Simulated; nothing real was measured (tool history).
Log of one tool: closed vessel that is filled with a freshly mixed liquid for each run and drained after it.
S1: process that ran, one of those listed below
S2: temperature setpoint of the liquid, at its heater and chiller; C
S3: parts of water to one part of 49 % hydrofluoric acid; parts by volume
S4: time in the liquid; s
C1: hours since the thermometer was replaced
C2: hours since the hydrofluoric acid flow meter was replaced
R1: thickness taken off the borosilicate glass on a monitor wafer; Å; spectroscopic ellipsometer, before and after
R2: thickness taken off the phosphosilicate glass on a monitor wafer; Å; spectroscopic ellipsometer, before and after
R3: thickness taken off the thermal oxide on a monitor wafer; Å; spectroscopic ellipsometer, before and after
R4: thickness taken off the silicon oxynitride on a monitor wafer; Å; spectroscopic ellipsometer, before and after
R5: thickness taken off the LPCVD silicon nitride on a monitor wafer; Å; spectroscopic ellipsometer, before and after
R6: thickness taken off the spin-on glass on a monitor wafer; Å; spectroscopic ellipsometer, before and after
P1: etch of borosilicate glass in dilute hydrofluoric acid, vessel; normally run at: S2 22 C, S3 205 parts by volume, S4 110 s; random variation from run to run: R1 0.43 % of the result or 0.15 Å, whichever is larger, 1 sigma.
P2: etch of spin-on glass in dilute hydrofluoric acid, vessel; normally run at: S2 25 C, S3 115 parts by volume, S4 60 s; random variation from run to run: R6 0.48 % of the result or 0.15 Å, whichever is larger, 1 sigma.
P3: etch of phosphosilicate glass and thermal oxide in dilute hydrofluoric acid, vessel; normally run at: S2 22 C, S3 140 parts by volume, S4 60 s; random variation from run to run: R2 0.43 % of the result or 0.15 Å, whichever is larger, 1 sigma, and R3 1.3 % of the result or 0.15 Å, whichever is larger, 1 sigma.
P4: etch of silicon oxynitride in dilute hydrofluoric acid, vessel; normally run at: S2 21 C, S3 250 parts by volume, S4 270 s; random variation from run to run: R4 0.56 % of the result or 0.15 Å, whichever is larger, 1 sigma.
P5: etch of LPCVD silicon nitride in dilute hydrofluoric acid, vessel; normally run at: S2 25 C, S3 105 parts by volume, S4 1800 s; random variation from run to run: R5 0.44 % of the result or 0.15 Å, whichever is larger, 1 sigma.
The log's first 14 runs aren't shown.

Run 15, hour 126.3: S1 P1, S2 22 C, S3 205 parts by volume, S4 30 s; C1 331.3; C2 1921.3. Result: R1 39.907 Å.
Run 16, hour 135.2: S1 P3, S2 17 C, S3 140 parts by volume, S4 60 s; C1 340.2; C2 1930.2. Result: R2 311.21 Å, R3 13.445 Å.
Run 17, hour 144.5: S1 P1, S2 22 C, S3 205 parts by volume, S4 110 s; C1 349.5; C2 1939.5. Result: R1 145.2 Å.
Run 18, hour 154.1: S1 P2, S2 33 C, S3 115 parts by volume, S4 60 s; C1 359.1; C2 1949.1. Result: R6 413.26 Å.
Run 19, hour 164.2: S1 P5, S2 25 C, S3 105 parts by volume, S4 1800 s; C1 369.2; C2 1959.2. Result: R5 96.142 Å.
Run 20, hour 173.4: S1 P2, S2 25 C, S3 65 parts by volume, S4 60 s; C1 378.4; C2 1968.4. Result: R6 569.66 Å.
Run 21, hour 180.2: S1 P2, S2 25 C, S3 115 parts by volume, S4 30 s; C1 385.2; C2 1975.2. Result: R6 152.94 Å.
Run 22, hour 186.2: S1 P5, S2 25 C, S3 25 parts by volume, S4 1800 s; C1 391.2; C2 1981.2. Result: R5 392.52 Å.
Run 23, hour 192.3: S1 P4, S2 21 C, S3 250 parts by volume, S4 125 s; C1 397.3; C2 1987.3. Result: R4 18.653 Å.
Run 24, hour 203.4: S1 P5, S2 18.5 C, S3 105 parts by volume, S4 1800 s; C1 408.4; C2 1998.4. Result: R5 62.428 Å.
Run 25, hour 211.2: S1 P1, S2 27.5 C, S3 205 parts by volume, S4 110 s; C1 416.2; C2 2006.2. Result: R1 177.6 Å.
Run 26, hour 217.4: S1 P5, S2 25 C, S3 105 parts by volume, S4 3460 s; C1 422.4; C2 2012.4. Result: R5 184.9 Å.
Run 27, hour 227.4: S1 P1, S2 22 C, S3 205 parts by volume, S4 110 s; C1 432.4; C2 2022.4. Result: R1 143.77 Å.
Run 28, hour 235.7: S1 P3, S2 22 C, S3 140 parts by volume, S4 105 s; C1 440.7; C2 2030.7. Result: R2 665.35 Å, R3 30.218 Å.
Run 29, hour 243.8: S1 P1, S2 17 C, S3 205 parts by volume, S4 30 s; C1 448.8; C2 2038.8. Result: R1 32.814 Å.
Run 30, hour 252.2: S1 P1, S2 22 C, S3 370 parts by volume, S4 110 s; C1 457.2; C2 2047.2. Result: R1 69.625 Å.
Run 31, hour 258: S1 P1, S2 22 C, S3 205 parts by volume, S4 110 s; C1 463; C2 2053. Result: R1 146.54 Å.
Run 32, hour 265.9: S1 P1, S2 22 C, S3 205 parts by volume, S4 110 s; C1 470.9; C2 2060.9. Result: R1 151.07 Å.
Run 33, hour 272.5: S1 P1, S2 22 C, S3 205 parts by volume, S4 110 s; C1 477.5; C2 2067.5. Result: R1 153.2 Å.
Run 34, hour 279.5: S1 P1, S2 22 C, S3 205 parts by volume, S4 110 s; C1 484.5; C2 2074.5. Result: R1 154.32 Å.
Run 35, hour 286.4: S1 P1, S2 22 C, S3 205 parts by volume, S4 110 s; C1 491.4; C2 2081.4. Result: R1 156.31 Å.
Run 36, hour 292.5: S1 P1, S2 22 C, S3 205 parts by volume, S4 110 s; C1 497.5; C2 2087.5. Result: R1 156.89 Å.
Run 37, hour 297.9: S1 P1, S2 22 C, S3 205 parts by volume, S4 110 s; C1 502.9; C2 2092.9. Result: R1 157.41 Å.
Run 38, hour 309.3: S1 P1, S2 22 C, S3 205 parts by volume, S4 110 s; C1 514.3; C2 2104.3. Result: R1 158.23 Å.

The next listed run, before its measurement:
Run 39, hour 316.4: S1 P1, S2 22 C, S3 205 parts by volume, S4 110 s; C1 521.4; C2 2111.4. Result: R1 ?.

{"run 39": {"R1": 159.13}}

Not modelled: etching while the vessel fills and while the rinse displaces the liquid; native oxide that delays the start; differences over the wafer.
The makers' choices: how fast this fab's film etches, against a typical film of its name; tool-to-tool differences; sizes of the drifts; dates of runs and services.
